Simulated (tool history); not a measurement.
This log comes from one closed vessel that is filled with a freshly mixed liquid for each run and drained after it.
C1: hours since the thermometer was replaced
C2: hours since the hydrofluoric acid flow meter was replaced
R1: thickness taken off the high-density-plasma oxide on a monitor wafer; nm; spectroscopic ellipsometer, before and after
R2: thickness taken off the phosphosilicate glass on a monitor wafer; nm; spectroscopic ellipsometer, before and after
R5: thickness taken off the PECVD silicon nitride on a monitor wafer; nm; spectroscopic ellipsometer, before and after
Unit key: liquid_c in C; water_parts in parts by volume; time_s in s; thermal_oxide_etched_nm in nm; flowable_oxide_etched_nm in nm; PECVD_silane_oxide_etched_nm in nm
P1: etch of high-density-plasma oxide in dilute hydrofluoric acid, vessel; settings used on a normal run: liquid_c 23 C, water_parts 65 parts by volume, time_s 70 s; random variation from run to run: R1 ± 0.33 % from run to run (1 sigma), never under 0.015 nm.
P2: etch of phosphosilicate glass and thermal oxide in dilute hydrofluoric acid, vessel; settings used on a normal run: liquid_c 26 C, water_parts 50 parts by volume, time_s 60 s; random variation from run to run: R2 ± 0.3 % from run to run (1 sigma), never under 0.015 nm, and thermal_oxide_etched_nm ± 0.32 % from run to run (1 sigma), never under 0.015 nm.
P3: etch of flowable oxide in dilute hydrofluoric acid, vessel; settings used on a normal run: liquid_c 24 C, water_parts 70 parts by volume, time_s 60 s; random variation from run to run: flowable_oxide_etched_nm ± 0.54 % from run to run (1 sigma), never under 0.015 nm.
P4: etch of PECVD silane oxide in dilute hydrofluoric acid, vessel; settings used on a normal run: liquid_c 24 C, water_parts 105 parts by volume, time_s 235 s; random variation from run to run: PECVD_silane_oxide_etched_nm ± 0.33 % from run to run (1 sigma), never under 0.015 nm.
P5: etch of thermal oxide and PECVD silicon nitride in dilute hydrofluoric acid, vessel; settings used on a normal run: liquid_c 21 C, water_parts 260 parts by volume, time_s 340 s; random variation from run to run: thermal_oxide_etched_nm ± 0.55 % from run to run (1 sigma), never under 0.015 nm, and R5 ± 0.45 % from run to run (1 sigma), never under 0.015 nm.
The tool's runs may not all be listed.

Run 1, hour 6.4: process P1, liquid_c 23 C, water_parts 65 parts by volume, time_s 70 s; C1 243.4; C2 546.6. Result: R1 6.5785 nm.
Run 2, hour 11: process P2, liquid_c 26 C, water_parts 50 parts by volume, time_s 60 s; C1 248; C2 551.2. Result: R2 91.945 nm, thermal_oxide_etched_nm 6.5485 nm.
Run 3, hour 17.2: process P2, liquid_c 26 C, water_parts 30 parts by volume, time_s 60 s; C1 254.2; C2 557.4. Result: R2 158.16 nm, thermal_oxide_etched_nm 11.247 nm.
Run 4, hour 22.1: process P3, liquid_c 24 C, water_parts 35 parts by volume, time_s 60 s; C1 259.1; C2 562.3. Result: flowable_oxide_etched_nm 49.95 nm.
Run 5, hour 27: process P5, liquid_c 21 C, water_parts 260 parts by volume, time_s 340 s; C1 264; C2 567.2. Result: thermal_oxide_etched_nm 4.582 nm, R5 5.1129 nm.
Run 6, hour 34.2: process P5, liquid_c 17.5 C, water_parts 260 parts by volume, time_s 340 s; C1 271.2; C2 574.4. Result: thermal_oxide_etched_nm 3.9974 nm, R5 4.0605 nm.
Run 7, hour 38.4: process P1, liquid_c 31 C, water_parts 65 parts by volume, time_s 100 s; C1 275.4; C2 578.6. Result: R1 12.807 nm.
Run 8, hour 46.4: process P1, liquid_c 23 C, water_parts 65 parts by volume, time_s 70 s; C1 283.4; C2 586.6. Result: R1 6.5475 nm.
Run 9, hour 53.5: process P5, liquid_c 21 C, water_parts 385 parts by volume, time_s 340 s; C1 290.5; C2 593.7. Result: thermal_oxide_etched_nm 2.7986 nm, R5 3.512 nm.
Run 10, hour 57: process P5, liquid_c 21 C, water_parts 260 parts by volume, time_s 630 s; C1 294; C2 597.2. Result: thermal_oxide_etched_nm 8.468 nm, R5 9.4297 nm.
Run 11, hour 64.5: process P1, liquid_c 23 C, water_parts 65 parts by volume, time_s 110 s; C1 301.5; C2 604.7. Result: R1 10.307 nm.
Run 12, hour 71.6: process P1, liquid_c 23 C, water_parts 20 parts by volume, time_s 70 s; C1 308.6; C2 611.8. Result: R1 22.589 nm.
Run 13, hour 75.4: process P4, liquid_c 17.5 C, water_parts 105 parts by volume, time_s 235 s; C1 312.4; C2 615.6. Result: PECVD_silane_oxide_etched_nm 32.76 nm.
Run 14, hour 82.3: process P1, liquid_c 23 C, water_parts 115 parts by volume, time_s 70 s; C1 319.3; C2 622.5. Result: R1 3.4968 nm.
Run 15, hour 88.8: process P3, liquid_c 17.5 C, water_parts 70 parts by volume, time_s 60 s; C1 325.8; C2 629. Result: flowable_oxide_etched_nm 18.102 nm.
Run 16, hour 96.5: process P1, liquid_c 27.5 C, water_parts 65 parts by volume, time_s 125 s; C1 333.5; C2 636.7. Result: R1 13.99 nm.
Run 17, hour 101: process P4, liquid_c 24 C, water_parts 105 parts by volume, time_s 355 s; C1 338; C2 641.2. Result: PECVD_silane_oxide_etched_nm 64.36 nm.
Run 18, hour 107.6: process P3, liquid_c 24 C, water_parts 70 parts by volume, time_s 60 s; C1 344.6; C2 647.8. Result: flowable_oxide_etched_nm 23.829 nm.
Run 19, hour 115.5: process P1, liquid_c 17.5 C, water_parts 65 parts by volume, time_s 70 s; C1 352.5; C2 655.7. Result: R1 5.2009 nm.
Run 20, hour 120.5: process P1, liquid_c 23 C, water_parts 65 parts by volume, time_s 70 s; C1 357.5; C2 660.7. Result: R1 6.5653 nm.
Run 21, hour 128.3: process P2, liquid_c 20 C, water_parts 50 parts by volume, time_s 60 s; C1 365.3; C2 668.5. Result: R2 71.907 nm, thermal_oxide_etched_nm 5.1078 nm.
Run 22, hour 133.4: process P1, liquid_c 23 C, water_parts 65 parts by volume, time_s 30 s; C1 370.4; C2 673.6. Result: R1 2.8142 nm.
Run 23, hour 140.5: process P5, liquid_c 21 C, water_parts 260 parts by volume, time_s 340 s; C1 377.5; C2 680.7. Result: thermal_oxide_etched_nm 4.5695 nm, R5 5.0975 nm.
Run 24, hour 145.6: process P1, liquid_c 23 C, water_parts 65 parts by volume, time_s 70 s; C1 382.6; C2 685.8. Result: R1 6.5759 nm.
Run 25, hour 153.5: process P4, liquid_c 24 C, water_parts 155 parts by volume, time_s 235 s; C1 390.5; C2 693.7. Result: PECVD_silane_oxide_etched_nm 27.273 nm.
Run 26, hour 158.4: process P4, liquid_c 24 C, water_parts 105 parts by volume, time_s 235 s; C1 395.4; C2 698.6. Result: PECVD_silane_oxide_etched_nm 42.67 nm.
Run 27, hour 163.6: process P4, liquid_c 24 C, water_parts 105 parts by volume, time_s 235 s; C1 400.6; C2 703.8. Result: PECVD_silane_oxide_etched_nm 42.952 nm.
Run 28, hour 167.8: process P3, liquid_c 24 C, water_parts 70 parts by volume, time_s 60 s; C1 404.8; C2 708. Result: flowable_oxide_etched_nm 23.963 nm.
Run 29, hour 174.9: process P1, liquid_c 27.5 C, water_parts 65 parts by volume, time_s 70 s; C1 411.9; C2 715.1. Result: R1 7.8586 nm.
Run 30, hour 180.9: process P2, liquid_c 26 C, water_parts 50 parts by volume, time_s 30 s; C1 417.9; C2 721.1. Result: R2 46.059 nm, thermal_oxide_etched_nm 3.2541 nm.
Run 31, hour 187.7: process P3, liquid_c 24 C, water_parts 70 parts by volume, time_s 100 s; C1 424.7; C2 727.9. Result: flowable_oxide_etched_nm 39.324 nm.
Run 32, hour 193.9: process P1, liquid_c 23 C, water_parts 65 parts by volume, time_s 70 s; C1 430.9; C2 734.1. Result: R1 6.6026 nm.
Run 33, hour 198.4: process P1, liquid_c 23 C, water_parts 65 parts by volume, time_s 70 s; C1 435.4; C2 738.6. Result: R1 6.4462 nm.
Run 34, hour 203.4: process P1, liquid_c 23 C, water_parts 65 parts by volume, time_s 70 s; C1 440.4; C2 743.6. Result: R1 6.3494 nm.
Run 35, hour 208.5: process P1, liquid_c 23 C, water_parts 65 parts by volume, time_s 70 s; C1 445.5; C2 748.7. Result: R1 6.27 nm.
Run 36, hour 214.4: process P1, liquid_c 23 C, water_parts 65 parts by volume, time_s 70 s; C1 451.4; C2 754.6. Result: R1 6.2068 nm.
Run 37, hour 220.1: process P1, liquid_c 23 C, water_parts 65 parts by volume, time_s 70 s; C1 457.1; C2 760.3. Result: R1 6.1893 nm.
Run 38, hour 226.6: process P1, liquid_c 23 C, water_parts 65 parts by volume, time_s 70 s; C1 463.6; C2 766.8. Result: R1 6.1884 nm.
Run 39, hour 233.1: process P1, liquid_c 23 C, water_parts 65 parts by volume, time_s 70 s; C1 470.1; C2 773.3. Result: R1 6.1332 nm.
Run 40, hour 239.9: process P1, liquid_c 23 C, water_parts 65 parts by volume, time_s 70 s; C1 476.9; C2 780.1. Result: R1 6.1413 nm.
Run 41, hour 247.2: process P1, liquid_c 23 C, water_parts 65 parts by volume, time_s 70 s; C1 484.2; C2 787.4. Result: R1 6.1211 nm.
Run 42, hour 254.7: process P1, liquid_c 23 C, water_parts 65 parts by volume, time_s 70 s; C1 491.7; C2 794.9. Result: R1 6.1162 nm.

P1 has crept away from where it was. The log is fitted equally well by each of these 2 causes, at the sizes shown:
A: hydrofluoric acid flow below the setpoint (%) = 6.31
B: liquid colder than its thermometer reads (K) = 1.72
At approximately hour 193.9, the process output began to creep.

4 check runs are offered, one wafer each, their results left as question marks. Which one tells the causes apart?
Run check 1, hour 262.2: process P4, liquid_c 24 C, water_parts 105 parts by volume, time_s 235 s. Result: PECVD_silane_oxide_etched_nm ?.
Run check 2, hour 262.2: process P2, liquid_c 26 C, water_parts 50 parts by volume, time_s 60 s. Result: R2 ?, thermal_oxide_etched_nm ?.
Run check 3, hour 262.2: process P3, liquid_c 24 C, water_parts 70 parts by volume, time_s 60 s. Result: flowable_oxide_etched_nm ?.
Run check 4, hour 262.2: process P5, liquid_c 21 C, water_parts 260 parts by volume, time_s 340 s. Result: thermal_oxide_etched_nm ?, R5 ?.

If the cause were each of the candidates in turn, the checks would give the following:
  check                        result    if A    if B
check 1  PECVD_silane_oxide_etched_nm  39.741  39.952
check 2                            R2  85.949  85.928
check 2       thermal_oxide_etched_nm  6.0869  6.0855
check 3      flowable_oxide_etched_nm   22.13  22.151
check 4       thermal_oxide_etched_nm  4.2194   4.294
check 4                            R5   4.768  4.5489
Separation of the two closest causes in each check, using whichever result separates them best: check 1 0.53 %; check 2 0.02 %; check 3 0.1 %; check 4 4.7 %
Check 4 distinguishes between the causes, while the remaining checks would return nearly the same result for all of them.

After running check 4, the following was obtained: thermal_oxide_etched_nm 4.2562 nm; R5 4.7926 nm. Which cause does this point to?

Of the candidate causes, it is A: hydrofluoric acid flow below the setpoint (%).
